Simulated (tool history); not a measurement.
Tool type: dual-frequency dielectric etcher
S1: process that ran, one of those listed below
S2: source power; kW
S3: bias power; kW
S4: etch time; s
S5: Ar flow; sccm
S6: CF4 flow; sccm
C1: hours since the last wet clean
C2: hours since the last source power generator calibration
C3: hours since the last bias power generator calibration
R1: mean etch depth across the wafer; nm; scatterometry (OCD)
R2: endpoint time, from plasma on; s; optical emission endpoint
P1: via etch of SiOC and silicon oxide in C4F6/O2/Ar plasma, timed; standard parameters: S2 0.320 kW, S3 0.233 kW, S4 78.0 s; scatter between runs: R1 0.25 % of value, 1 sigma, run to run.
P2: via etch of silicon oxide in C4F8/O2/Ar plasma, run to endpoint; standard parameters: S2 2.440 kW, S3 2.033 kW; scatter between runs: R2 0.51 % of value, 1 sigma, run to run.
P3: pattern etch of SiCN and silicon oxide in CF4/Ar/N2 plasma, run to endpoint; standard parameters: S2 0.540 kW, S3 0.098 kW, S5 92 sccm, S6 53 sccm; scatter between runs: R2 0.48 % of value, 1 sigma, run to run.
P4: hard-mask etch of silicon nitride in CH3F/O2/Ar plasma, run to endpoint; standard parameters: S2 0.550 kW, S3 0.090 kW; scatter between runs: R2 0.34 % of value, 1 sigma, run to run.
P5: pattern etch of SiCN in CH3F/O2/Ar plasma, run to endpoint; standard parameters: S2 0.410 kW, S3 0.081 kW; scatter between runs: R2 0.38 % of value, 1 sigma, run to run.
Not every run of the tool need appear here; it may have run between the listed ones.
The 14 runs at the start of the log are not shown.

run 15 hour=164.1 | S1=P5 S2=0.410 S3=0.063 | C1=280.8 C2=1615.8 C3=3105.1 | R2=28.689
run 16 hour=175.0 | S1=P1 S2=0.440 S3=0.233 S4=47.5 | C1=291.7 C2=1626.7 C3=3116.0 | R1=62.123
run 17 hour=188.1 | S1=P2 S2=2.440 S3=2.644 | C1=304.8 C2=1639.8 C3=3129.1 | R2=306.480
run 18 hour=201.9 | S1=P2 S2=1.460 S3=2.033 | C1=318.6 C2=1653.6 C3=3142.9 | R2=412.270
run 19 hour=209.9 | S1=P3 S2=0.540 S3=0.098 S5=64 S6=53 | C1=326.6 C2=1661.6 C3=3150.9 | R2=13.973
run 20 hour=219.0 | S1=P4 S2=0.550 S3=0.090 | C1=335.7 C2=1670.7 C3=3160.0 | R2=50.930
-- hour=228.6 source power generator calibrated
run 21 hour=233.0 | S1=P1 S2=0.320 S3=0.233 S4=78.0 | C1=349.7 C2=4.4 C3=3174.0 | R1=90.288
run 22 hour=243.6 | S1=P1 S2=0.320 S3=0.233 S4=78.0 | C1=360.3 C2=15.0 C3=3184.6 | R1=90.252
run 23 hour=257.4 | S1=P5 S2=0.560 S3=0.081 | C1=374.1 C2=28.8 C3=3198.4 | R2=23.325
run 24 hour=270.0 | S1=P1 S2=0.320 S3=0.233 S4=78.0 | C1=386.7 C2=41.4 C3=3211.0 | R1=90.592
run 25 hour=283.0 | S1=P3 S2=0.670 S3=0.098 S5=92 S6=53 | C1=399.7 C2=54.4 C3=3224.0 | R2=12.326
run 26 hour=295.9 | S1=P1 S2=0.220 S3=0.233 S4=78.0 | C1=412.6 C2=67.3 C3=3236.9 | R1=78.114
run 27 hour=302.3 | S1=P3 S2=0.540 S3=0.098 S5=92 S6=53 | C1=419.0 C2=73.7 C3=3243.3 | R2=14.919
run 28 hour=315.2 | S1=P4 S2=0.550 S3=0.090 | C1=431.9 C2=86.6 C3=3256.2 | R2=51.239
run 29 hour=325.3 | S1=P3 S2=0.540 S3=0.098 S5=92 S6=73 | C1=442.0 C2=96.7 C3=3266.3 | R2=14.213
run 30 hour=339.1 | S1=P1 S2=0.420 S3=0.233 S4=51.0 | C1=455.8 C2=110.5 C3=3280.1 | R1=65.281
run 31 hour=347.0 | S1=P5 S2=0.410 S3=0.081 | C1=463.7 C2=118.4 C3=3288.0 | R2=26.285
run 32 hour=356.3 | S1=P1 S2=0.320 S3=0.144 S4=78.0 | C1=473.0 C2=127.7 C3=3297.3 | R1=77.217
run 33 hour=362.8 | S1=P1 S2=0.320 S3=0.233 S4=78.0 | C1=479.5 C2=134.2 C3=3303.8 | R1=90.813
run 34 hour=369.7 | S1=P1 S2=0.320 S3=0.233 S4=78.0 | C1=486.4 C2=141.1 C3=3310.7 | R1=89.680
run 35 hour=379.6 | S1=P1 S2=0.320 S3=0.233 S4=78.0 | C1=496.3 C2=151.0 C3=3320.6 | R1=89.205
run 36 hour=392.7 | S1=P1 S2=0.320 S3=0.233 S4=78.0 | C1=509.4 C2=164.1 C3=3333.7 | R1=88.805
run 37 hour=401.9 | S1=P1 S2=0.320 S3=0.233 S4=78.0 | C1=518.6 C2=173.3 C3=3342.9 | R1=88.898
-- hour=404.9 wet clean of the chamber
run 38 hour=414.6 | S1=P1 S2=0.320 S3=0.233 S4=78.0 | C1=9.8 C2=186.0 C3=3355.6 | R1=88.975

The next listed run, before its measurement:
run 39 hour=423.3 | S1=P1 S2=0.320 S3=0.233 S4=78.0 | C1=18.5 C2=194.7 C3=3364.3 | R1=?

{"run 39": {"R1": 89.035}}
